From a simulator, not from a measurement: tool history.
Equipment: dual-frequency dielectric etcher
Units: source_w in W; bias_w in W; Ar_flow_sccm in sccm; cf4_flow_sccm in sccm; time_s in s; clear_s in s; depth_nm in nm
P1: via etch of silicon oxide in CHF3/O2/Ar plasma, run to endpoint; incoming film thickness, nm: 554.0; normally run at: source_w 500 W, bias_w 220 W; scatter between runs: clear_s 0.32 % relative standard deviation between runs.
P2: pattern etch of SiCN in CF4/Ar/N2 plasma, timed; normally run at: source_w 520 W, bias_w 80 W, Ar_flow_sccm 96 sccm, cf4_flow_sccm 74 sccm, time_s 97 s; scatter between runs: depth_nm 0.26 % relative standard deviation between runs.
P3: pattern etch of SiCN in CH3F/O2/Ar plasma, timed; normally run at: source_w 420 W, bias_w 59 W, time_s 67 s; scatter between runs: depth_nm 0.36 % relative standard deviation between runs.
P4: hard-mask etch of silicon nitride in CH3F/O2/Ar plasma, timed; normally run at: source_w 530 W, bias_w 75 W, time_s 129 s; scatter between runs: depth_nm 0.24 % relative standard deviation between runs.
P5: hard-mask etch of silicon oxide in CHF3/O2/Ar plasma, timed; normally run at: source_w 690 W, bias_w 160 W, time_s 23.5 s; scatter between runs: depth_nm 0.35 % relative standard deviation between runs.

run   hour  process  source_w  bias_w  Ar_flow_sccm  cf4_flow_sccm  time_s  hours since the last wet clean  hours since the last source power generator calibration  hours since the last bias power generator calibration  clear_s  depth_nm
  1   18.6       P1       500     220                                                                401.1                                                   1262.5                                                  425.4   277.51
  2   33.1       P2       520      80            96             74      97                           415.6                                                     1277                                                  439.9             94.844
  3   43.2       P1       500     155                                                                425.7                                                   1287.1                                                    450   315.95
  4   56.4       P3       420      34                                   67                           438.9                                                   1300.3                                                  463.2             20.151
  5   68.9       P1       500     220                                                                451.4                                                   1312.8                                                  475.7   278.72
  6   79.4       P2       690      80            96             74      97                           461.9                                                   1323.3                                                  486.2             121.68
  7   96.2       P1       500     298                                                                478.7                                                   1340.1                                                    503    250.2
  8  104.6       P2       520      80            96             92      97                           487.1                                                   1348.5                                                  511.4             97.973
  9  120.6       P3       420      59                                  100                           503.1                                                   1364.5                                                  527.4             35.648
 10  135.6       P3       420      59                                   67                           518.1                                                   1379.5                                                  542.4             23.919
 11  151.5       P5       690     160                                 23.5                             534                                                   1395.4                                                  558.3             47.737
 12  164.9       P4       530      47                                  129                           547.4                                                   1408.8                                                  571.7             86.963
 13  178.9       P2       520      80            96             74      97                           561.4                                                   1422.8                                                  585.7             94.698
 14  193.5       P1       500     220                                                                  576                                                   1437.4                                                  600.3    279.1
 15  206.3       P4       530      75                                  129                           588.8                                                   1450.2                                                  613.1             101.65
 16  220.3       P1       400     220                                                                602.8                                                   1464.2                                                  627.1   304.72
 17    238       P3       580      59                                   67                           620.5                                                   1481.9                                                  644.8             27.138
 18    257       P1       590     220                                                                639.5                                                   1500.9                                                  663.8   262.46
 19  268.9       P1       400     305                                                                651.4                                                   1512.8                                                  675.7   267.03
 20    286       P2       520      80            96             74     118                           668.5                                                   1529.9                                                  692.8             114.53
 21  299.7       P1       500     220                                                                682.2                                                   1543.6                                                  706.5   278.64
 22  318.9       P4       320      75                                  129                           701.4                                                   1562.8                                                  725.7             83.481
 23  338.3       P5       690     160                                 23.5                           720.8                                                   1582.2                                                  745.1             47.593
 24  349.4       P3       420      59                                   67                           731.9                                                   1593.3                                                  756.2             24.112
 25  362.1       P1       500     220                                                                744.6                                                     1606                                                  768.9   279.96
 26  372.6       P5       690     122                                 23.5                           755.1                                                   1616.5                                                  779.4             43.922
 27    390       P1       500     220                                                                772.5                                                   1633.9                                                  796.8   277.81
 28  399.9       P5       690     160                                   13                           782.4                                                   1643.8                                                  806.7             26.695
 29  410.5       P1       500     220                                                                  793                                                   1654.4                                                  817.3   279.58
 30  424.1       P2       520     101            96             74      97                           806.6                                                     1668                                                  830.9             102.85
 31  433.6       P4       530      75                                   71                           816.1                                                   1677.5                                                  840.4             55.885
 32  445.3       P2       520      80            63             74      97                           827.8                                                   1689.2                                                  852.1             100.36
 33  457.7       P5       490     160                                 23.5                           840.2                                                   1701.6                                                  864.5              41.47
 34  467.5       P1       500     220                                                                  850                                                   1711.4                                                  874.3   279.53
 35    480       P1       500     220                                                                862.5                                                   1723.9                                                  886.8   279.08
 36  490.5       P1       500     220                                                                  873                                                   1734.4                                                  897.3   278.53
 37  506.8       P1       500     220                                                                889.3                                                   1750.7                                                  913.6   276.03
 38  519.4       P1       500     220                                                                901.9                                                   1763.3                                                  926.2   276.92
 39  537.8       P1       500     220                                                                920.3                                                   1781.7                                                  944.6   275.72
     549.5  -- wet clean of the chamber
 40    555       P1       500     220                                                                  5.5                                                   1798.9                                                  961.8   276.85
 41  569.8       P1       500     220                                                                 20.3                                                   1813.7                                                  976.6   273.84
 42  580.1       P1       500     220                                                                 30.6                                                     1824                                                  986.9   276.01
 43  594.4       P1       500     220                                                                 44.9                                                   1838.3                                                 1001.2   274.15
 44  612.9       P1       500     220                                                                 63.4                                                   1856.8                                                 1019.7   275.94
 45  622.9       P1       500     220                                                                 73.4                                                   1866.8                                                 1029.7    276.7

The log shows P1 creeping away from where it was. Any of the 2 causes listed here, at the size stated for it, fits the log just as well as the others:
A: bias power that arrives over what is set, % = 4.58
B: source power that arrives over what is set, % = 4.3
The gradual shift began around hour 467.5.
Excluded causes, each with its reason:
chamber walls in a state that raises the etch rate, %: serviced at hour 549.5, after the drift had started, without restoring the earlier output

Listed below are the offered check runs, one wafer per run, with question marks in place of results. For which of them would the causes give clearly different outcomes?
check 1  632.9       P3       560      36                                   67                                                                                                                                                                  ?
check 2  632.9       P4       350      47                                  129                                                                                                                                                                  ?
check 3  632.9       P5       510     160                                 23.5                                                                                                                                                                  ?
check 4  632.9       P2       520      99            96             74      97                                                                                                                                                                  ?

If the cause were each of the candidates in turn, the checks would give the following:
  check    result    if A    if B
check 1  depth_nm  23.305    23.4
check 2  depth_nm  75.104   75.28
check 3  depth_nm  43.167  43.221
check 4  depth_nm  103.88  106.05
Minimum pairwise separation of causes per check, each pair taken at its best-separating result: check 1 0.41 %; check 2 0.23 %; check 3 0.12 %; check 4 2.06 %
Check 4 distinguishes between the causes, while the remaining checks would return nearly the same result for all of them.

Then check 4 was run and gave: depth_nm 105.9 nm. Which cause is it?

It is B: source power that arrives over what is set, %.
